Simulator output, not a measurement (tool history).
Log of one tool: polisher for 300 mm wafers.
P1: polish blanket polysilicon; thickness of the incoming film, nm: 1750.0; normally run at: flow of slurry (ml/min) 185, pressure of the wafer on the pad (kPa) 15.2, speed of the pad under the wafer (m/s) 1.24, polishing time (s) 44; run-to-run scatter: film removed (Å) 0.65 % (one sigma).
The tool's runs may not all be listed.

| run | day | flow of slurry (ml/min) | pressure of the wafer on the pad (kPa) | speed of the pad under the wafer (m/s) | polishing time (s) | wafers polished on this pad | hours since the slurry nozzle was cleaned | hours since the head pressure was calibrated | film removed (Å) |
|---|---|---|---|---|---|---|---|---|---|
| 1 | 0.429 | 185 | 15.2 | 1.24 | 44 | 459 | 588.7 | 418.6 | 3903.1 |
| 2 | 0.871 | 185 | 23.4 | 1.24 | 44 | 626 | 599.3 | 429.2 | 6037 |
| 3 | 1.254 | 185 | 15.2 | 1.24 | 44 | 770 | 608.5 | 438.4 | 3871.3 |
| 4 | 1.579 | 185 | 15.2 | 1.78 | 44 | 893 | 616.3 | 446.2 | 5594.9 |
| 5 | 1.95 | 185 | 15.2 | 1.24 | 59 | 1032 | 625.2 | 455.1 | 5243.6 |
| 6 | 2.454 | 185 | 15.2 | 1.24 | 44 | 1222 | 637.3 | 467.2 | 3900.1 |
| 7 | 2.904 | 185 | 15.2 | 0.6 | 44 | 1392 | 648.1 | 478 | 1903.7 |
| 8 | 3.275 | 110 | 15.2 | 1.24 | 44 | 1532 | 657 | 486.9 | 3573.5 |
| 9 | 3.546 | 270 | 15.2 | 1.24 | 44 | 1634 | 663.5 | 493.4 | 4077.6 |
| 10 | 3.996 | 185 | 10.3 | 1.24 | 44 | 1804 | 674.3 | 504.2 | 2695.6 |
|  | 4.033 | worn pad replaced by a new one |
| 11 | 4.354 | 185 | 15.2 | 1.24 | 44 | 121 | 682.9 | 512.8 | 3889.8 |
| 12 | 4.775 | 125 | 7.6 | 1.24 | 44 | 279 | 693 | 522.9 | 1820 |
|  | 5.033 | head pressure recalibrated |
| 13 | 5.225 | 140 | 15.2 | 1.24 | 30 | 449 | 703.8 | 4.7 | 2575.8 |
| 14 | 5.592 | 185 | 15.2 | 1.24 | 21 | 587 | 712.6 | 13.5 | 1873.3 |
| 15 | 6.029 | 185 | 15.2 | 1.24 | 44 | 752 | 723.1 | 24 | 3897.5 |
| 16 | 6.292 | 185 | 15.2 | 1.24 | 44 | 851 | 729.4 | 30.3 | 3919.7 |
| 17 | 6.667 | 185 | 15.2 | 1.24 | 44 | 992 | 738.4 | 39.3 | 3919.1 |
| 18 | 7.158 | 185 | 15.2 | 1.24 | 44 | 1178 | 750.2 | 51.1 | 3826.4 |
| 19 | 7.454 | 185 | 15.2 | 1.24 | 44 | 1289 | 757.3 | 58.2 | 3736 |
| 20 | 7.758 | 185 | 15.2 | 1.24 | 44 | 1404 | 764.6 | 65.5 | 3735.8 |
|  | 7.888 | worn pad replaced by a new one |
| 21 | 8.129 | 185 | 15.2 | 1.24 | 44 | 92 | 773.5 | 74.4 | 3645.5 |
| 22 | 8.4 | 185 | 15.2 | 1.24 | 44 | 194 | 780 | 80.9 | 3650.3 |
| 23 | 8.812 | 185 | 15.2 | 1.24 | 44 | 349 | 789.9 | 90.8 | 3630 |

Forecast run 24:
| 24 | 9.25 | 185 | 15.2 | 1.24 | 44 | 514 | 800.4 | 101.3 | ? |

film removed (Å): 3671.6
